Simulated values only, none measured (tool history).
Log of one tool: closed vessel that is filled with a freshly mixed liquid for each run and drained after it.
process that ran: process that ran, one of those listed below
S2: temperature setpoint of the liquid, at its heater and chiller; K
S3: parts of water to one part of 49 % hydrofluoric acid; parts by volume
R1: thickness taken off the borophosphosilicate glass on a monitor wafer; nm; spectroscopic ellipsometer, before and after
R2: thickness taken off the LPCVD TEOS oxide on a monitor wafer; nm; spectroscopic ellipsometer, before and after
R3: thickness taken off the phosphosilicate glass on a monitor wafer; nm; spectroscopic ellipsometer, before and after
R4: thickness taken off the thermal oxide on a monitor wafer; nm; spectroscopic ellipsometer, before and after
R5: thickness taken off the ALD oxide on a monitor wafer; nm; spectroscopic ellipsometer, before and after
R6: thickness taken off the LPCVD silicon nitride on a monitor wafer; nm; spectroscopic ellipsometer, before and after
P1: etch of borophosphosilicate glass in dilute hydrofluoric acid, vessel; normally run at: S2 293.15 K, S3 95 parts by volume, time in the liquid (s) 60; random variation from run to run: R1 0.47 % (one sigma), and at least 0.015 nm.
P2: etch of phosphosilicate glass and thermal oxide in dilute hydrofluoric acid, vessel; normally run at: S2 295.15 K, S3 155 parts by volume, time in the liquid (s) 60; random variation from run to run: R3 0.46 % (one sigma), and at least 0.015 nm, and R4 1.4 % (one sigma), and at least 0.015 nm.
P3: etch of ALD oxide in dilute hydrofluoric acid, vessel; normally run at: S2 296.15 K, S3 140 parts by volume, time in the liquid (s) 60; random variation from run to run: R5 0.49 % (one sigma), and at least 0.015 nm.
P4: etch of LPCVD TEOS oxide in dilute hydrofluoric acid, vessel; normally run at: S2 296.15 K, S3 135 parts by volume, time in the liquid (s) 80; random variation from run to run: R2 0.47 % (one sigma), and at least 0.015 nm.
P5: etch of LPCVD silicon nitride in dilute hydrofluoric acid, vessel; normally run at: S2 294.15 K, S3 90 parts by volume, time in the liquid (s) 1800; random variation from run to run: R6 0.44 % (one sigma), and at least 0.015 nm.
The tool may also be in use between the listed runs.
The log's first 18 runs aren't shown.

run 19 hour=209.3 | process_that_ran=P5 S2=290.65 S3=90 time_in_the_liquid_(s)=1800 | R6=6.3873
run 20 hour=217.7 | process_that_ran=P2 S2=295.15 S3=155 time_in_the_liquid_(s)=30 | R3=14.457 R4=0.79926
run 21 hour=226.7 | process_that_ran=P3 S2=296.15 S3=140 time_in_the_liquid_(s)=60 | R5=9.3741
run 22 hour=238.4 | process_that_ran=P1 S2=293.15 S3=95 time_in_the_liquid_(s)=60 | R1=46.294
run 23 hour=246.9 | process_that_ran=P5 S2=294.15 S3=90 time_in_the_liquid_(s)=1800 | R6=8.0317
run 24 hour=259.9 | process_that_ran=P1 S2=293.15 S3=160 time_in_the_liquid_(s)=60 | R1=25.767
run 25 hour=274.8 | process_that_ran=P2 S2=290.15 S3=155 time_in_the_liquid_(s)=60 | R3=23.565 R4=1.3403
run 26 hour=286.6 | process_that_ran=P1 S2=293.15 S3=95 time_in_the_liquid_(s)=115 | R1=88.148
run 27 hour=302.1 | process_that_ran=P4 S2=290.15 S3=135 time_in_the_liquid_(s)=80 | R2=23.599
run 28 hour=312.9 | process_that_ran=P5 S2=294.15 S3=90 time_in_the_liquid_(s)=2950 | R6=13.383
run 29 hour=325.9 | process_that_ran=P4 S2=296.15 S3=135 time_in_the_liquid_(s)=150 | R2=56.956
run 30 hour=341.6 | process_that_ran=P3 S2=296.15 S3=140 time_in_the_liquid_(s)=110 | R5=17.234
run 31 hour=351.7 | process_that_ran=P1 S2=293.15 S3=95 time_in_the_liquid_(s)=60 | R1=46.897
run 32 hour=359.7 | process_that_ran=P1 S2=293.15 S3=95 time_in_the_liquid_(s)=60 | R1=46.16
run 33 hour=368.6 | process_that_ran=P1 S2=293.15 S3=95 time_in_the_liquid_(s)=60 | R1=44.764
run 34 hour=383.3 | process_that_ran=P1 S2=293.15 S3=95 time_in_the_liquid_(s)=60 | R1=43.928

Forecast run 35:
run 35 hour=398.5 | process_that_ran=P1 S2=293.15 S3=95 time_in_the_liquid_(s)=60 | R1=?

Run 35 gave R1 43.266 nm.
